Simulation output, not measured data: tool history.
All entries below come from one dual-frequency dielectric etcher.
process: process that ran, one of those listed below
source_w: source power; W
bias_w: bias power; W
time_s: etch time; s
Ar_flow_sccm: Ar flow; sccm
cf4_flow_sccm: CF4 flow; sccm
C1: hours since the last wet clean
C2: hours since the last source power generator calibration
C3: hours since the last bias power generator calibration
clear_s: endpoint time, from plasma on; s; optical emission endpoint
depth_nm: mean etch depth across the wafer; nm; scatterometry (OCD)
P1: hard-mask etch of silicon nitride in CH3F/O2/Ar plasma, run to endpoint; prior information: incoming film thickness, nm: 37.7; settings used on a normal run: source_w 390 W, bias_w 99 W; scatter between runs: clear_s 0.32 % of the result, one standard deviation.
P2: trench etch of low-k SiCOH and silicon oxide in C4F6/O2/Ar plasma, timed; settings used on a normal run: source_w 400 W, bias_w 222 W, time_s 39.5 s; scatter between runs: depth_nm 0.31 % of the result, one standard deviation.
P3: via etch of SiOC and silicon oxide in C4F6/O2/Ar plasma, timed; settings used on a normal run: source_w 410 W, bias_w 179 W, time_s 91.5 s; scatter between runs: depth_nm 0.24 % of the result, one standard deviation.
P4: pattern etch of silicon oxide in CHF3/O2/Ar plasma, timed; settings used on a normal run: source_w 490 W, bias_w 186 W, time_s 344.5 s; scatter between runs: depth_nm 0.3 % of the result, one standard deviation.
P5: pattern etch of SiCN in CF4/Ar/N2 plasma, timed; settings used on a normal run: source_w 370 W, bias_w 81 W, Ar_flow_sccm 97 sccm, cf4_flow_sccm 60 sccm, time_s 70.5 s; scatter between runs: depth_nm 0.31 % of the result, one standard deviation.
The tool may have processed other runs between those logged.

Run 1, hour 12.7: process P1, source_w 390 W, bias_w 99 W; C1 154.4; C2 2739.0; C3 1332.5. Result: clear_s 49.159 s.
Run 2, hour 22.8: process P3, source_w 410 W, bias_w 234 W, time_s 91.5 s; C1 164.5; C2 2749.1; C3 1342.6. Result: depth_nm 115.130 nm.
Run 3, hour 34.1: process P5, source_w 370 W, bias_w 81 W, time_s 70.5 s, Ar_flow_sccm 119 sccm, cf4_flow_sccm 60 sccm; C1 175.8; C2 2760.4; C3 1353.9. Result: depth_nm 50.187 nm.
Run 4, hour 43.3: process P2, source_w 400 W, bias_w 222 W, time_s 39.5 s; C1 185.0; C2 2769.6; C3 1363.1. Result: depth_nm 135.340 nm.
Run 5, hour 54.0: process P3, source_w 240 W, bias_w 179 W, time_s 91.5 s; C1 195.7; C2 2780.3; C3 1373.8. Result: depth_nm 85.829 nm.
Run 6, hour 61.2: process P5, source_w 370 W, bias_w 50 W, time_s 70.5 s, Ar_flow_sccm 97 sccm, cf4_flow_sccm 60 sccm; C1 202.9; C2 2787.5; C3 1381.0. Result: depth_nm 43.809 nm.
Run 7, hour 71.8: process P5, source_w 370 W, bias_w 81 W, time_s 70.5 s, Ar_flow_sccm 97 sccm, cf4_flow_sccm 60 sccm; C1 213.5; C2 2798.1; C3 1391.6. Result: depth_nm 51.852 nm.
Run 8, hour 80.1: process P4, source_w 310 W, bias_w 186 W, time_s 344.5 s; C1 221.8; C2 2806.4; C3 1399.9. Result: depth_nm 544.740 nm.
Run 9, hour 88.4: process P4, source_w 490 W, bias_w 145 W, time_s 344.5 s; C1 230.1; C2 2814.7; C3 1408.2. Result: depth_nm 595.970 nm.
Run 10, hour 100.7: process P1, source_w 390 W, bias_w 99 W; C1 242.4; C2 2827.0; C3 1420.5. Result: clear_s 49.062 s.
Run 11, hour 106.8: process P3, source_w 410 W, bias_w 179 W, time_s 114.0 s; C1 248.5; C2 2833.1; C3 1426.6. Result: depth_nm 131.080 nm.
Run 12, hour 118.0: process P5, source_w 510 W, bias_w 81 W, time_s 70.5 s, Ar_flow_sccm 97 sccm, cf4_flow_sccm 60 sccm; C1 259.7; C2 2844.3; C3 1437.8. Result: depth_nm 68.089 nm.
Run 13, hour 127.7: process P5, source_w 370 W, bias_w 81 W, time_s 105.5 s, Ar_flow_sccm 97 sccm, cf4_flow_sccm 60 sccm; C1 269.4; C2 2854.0; C3 1447.5. Result: depth_nm 77.824 nm.
Run 14, hour 140.1: process P2, source_w 320 W, bias_w 222 W, time_s 39.5 s; C1 281.8; C2 2866.4; C3 1459.9. Result: depth_nm 123.150 nm.
Run 15, hour 150.7: process P1, source_w 390 W, bias_w 99 W; C1 292.4; C2 2877.0; C3 1470.5. Result: clear_s 48.989 s.
Run 16, hour 162.6: process P5, source_w 370 W, bias_w 81 W, time_s 70.5 s, Ar_flow_sccm 97 sccm, cf4_flow_sccm 40 sccm; C1 304.3; C2 2888.9; C3 1482.4. Result: depth_nm 48.628 nm.
Run 17, hour 172.0: process P3, source_w 410 W, bias_w 179 W, time_s 91.5 s; C1 313.7; C2 2898.3; C3 1491.8. Result: depth_nm 105.010 nm.
Run 18, hour 183.7: process P1, source_w 390 W, bias_w 60 W; C1 325.4; C2 2910.0; C3 1503.5. Result: clear_s 58.586 s.
Run 19, hour 196.7: process P1, source_w 390 W, bias_w 140 W; C1 338.4; C2 2923.0; C3 1516.5. Result: clear_s 43.048 s.
Run 20, hour 209.3: process P1, source_w 390 W, bias_w 99 W; C1 351.0; C2 2935.6; C3 1529.1. Result: clear_s 49.099 s.
Run 21, hour 221.8: process P2, source_w 400 W, bias_w 138 W, time_s 39.5 s; C1 363.5; C2 2948.1; C3 1541.6. Result: depth_nm 115.910 nm.
Run 22, hour 233.3: process P1, source_w 390 W, bias_w 99 W; C1 375.0; C2 2959.6; C3 1553.1. Result: clear_s 49.304 s.
Run 23, hour 246.4: process P1, source_w 470 W, bias_w 99 W; C1 388.1; C2 2972.7; C3 1566.2. Result: clear_s 45.485 s.
Run 24, hour 259.2: process P2, source_w 400 W, bias_w 222 W, time_s 54.0 s; C1 400.9; C2 2985.5; C3 1579.0. Result: depth_nm 184.270 nm.
Run 25, hour 270.4: process P4, source_w 490 W, bias_w 186 W, time_s 344.5 s; C1 412.1; C2 2996.7; C3 1590.2. Result: depth_nm 644.640 nm.
Run 26, hour 277.7: process P1, source_w 280 W, bias_w 99 W; C1 419.4; C2 3004.0; C3 1597.5. Result: clear_s 55.523 s.
Run 27, hour 286.4: process P1, source_w 470 W, bias_w 69 W; C1 428.1; C2 3012.7; C3 1606.2. Result: clear_s 52.041 s.
Run 28, hour 297.1: process P1, source_w 460 W, bias_w 66 W; C1 438.8; C2 3023.4; C3 1616.9. Result: clear_s 53.093 s.
Run 29, hour 310.3: process P2, source_w 400 W, bias_w 222 W, time_s 39.5 s; C1 452.0; C2 3036.6; C3 1630.1. Result: depth_nm 134.920 nm.
Run 30, hour 320.2: process P4, source_w 490 W, bias_w 186 W, time_s 481.0 s; C1 461.9; C2 3046.5; C3 1640.0. Result: depth_nm 903.690 nm.
Run 31, hour 333.2: process P1, source_w 490 W, bias_w 64 W; C1 474.9; C2 3059.5; C3 1653.0. Result: clear_s 52.516 s.

Predict the results of run 32:
Run 32, hour 342.0: process P1, source_w 390 W, bias_w 99 W; C1 483.7; C2 3068.3; C3 1661.8. Result: clear_s ?.

Run 32 measured clear_s 48.986 s.

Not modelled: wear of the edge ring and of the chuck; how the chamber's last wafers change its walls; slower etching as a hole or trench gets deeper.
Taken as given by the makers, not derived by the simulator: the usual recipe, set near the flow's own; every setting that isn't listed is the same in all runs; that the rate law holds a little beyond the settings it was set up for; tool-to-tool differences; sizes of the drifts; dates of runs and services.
